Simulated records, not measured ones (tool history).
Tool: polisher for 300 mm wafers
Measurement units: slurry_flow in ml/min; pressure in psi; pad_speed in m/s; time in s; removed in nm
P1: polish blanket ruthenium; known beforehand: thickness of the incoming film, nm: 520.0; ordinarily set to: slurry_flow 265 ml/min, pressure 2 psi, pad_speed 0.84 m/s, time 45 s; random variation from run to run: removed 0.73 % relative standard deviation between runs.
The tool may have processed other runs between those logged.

run,hour,slurry_flow,pressure,pad_speed,time,wafers polished on this pad,hours since the slurry nozzle was cleaned,hours since the head pressure was calibrated,removed
1,10.7,265,2,0.84,45,336,182.6,547.5,45.836
2,21.6,265,2,0.84,45,485,193.5,558.4,45.472
3,30.3,160,2,0.84,45,603,202.2,567.1,42.791
4,37,265,3,0.84,45,694,208.9,573.8,69.268
5,43,265,2,0.52,45,776,214.9,579.8,27.953
6,51.2,265,2,0.84,45,888,223.1,588,45.246
7,59.6,265,2,1.32,45,1002,231.5,596.4,71.419
8,68.8,265,1.1,0.84,45,1127,240.7,605.6,25.08
9,78.6,265,2,0.84,70,1261,250.5,615.4,70.89
10,90.2,420,2,0.84,45,1419,262.1,627,47.86

Run 11 is up next; what results do you expect?
11,95.5,265,2,1.24,20,1491,267.4,632.3,?

Run 11 came out at removed 30.116 nm.
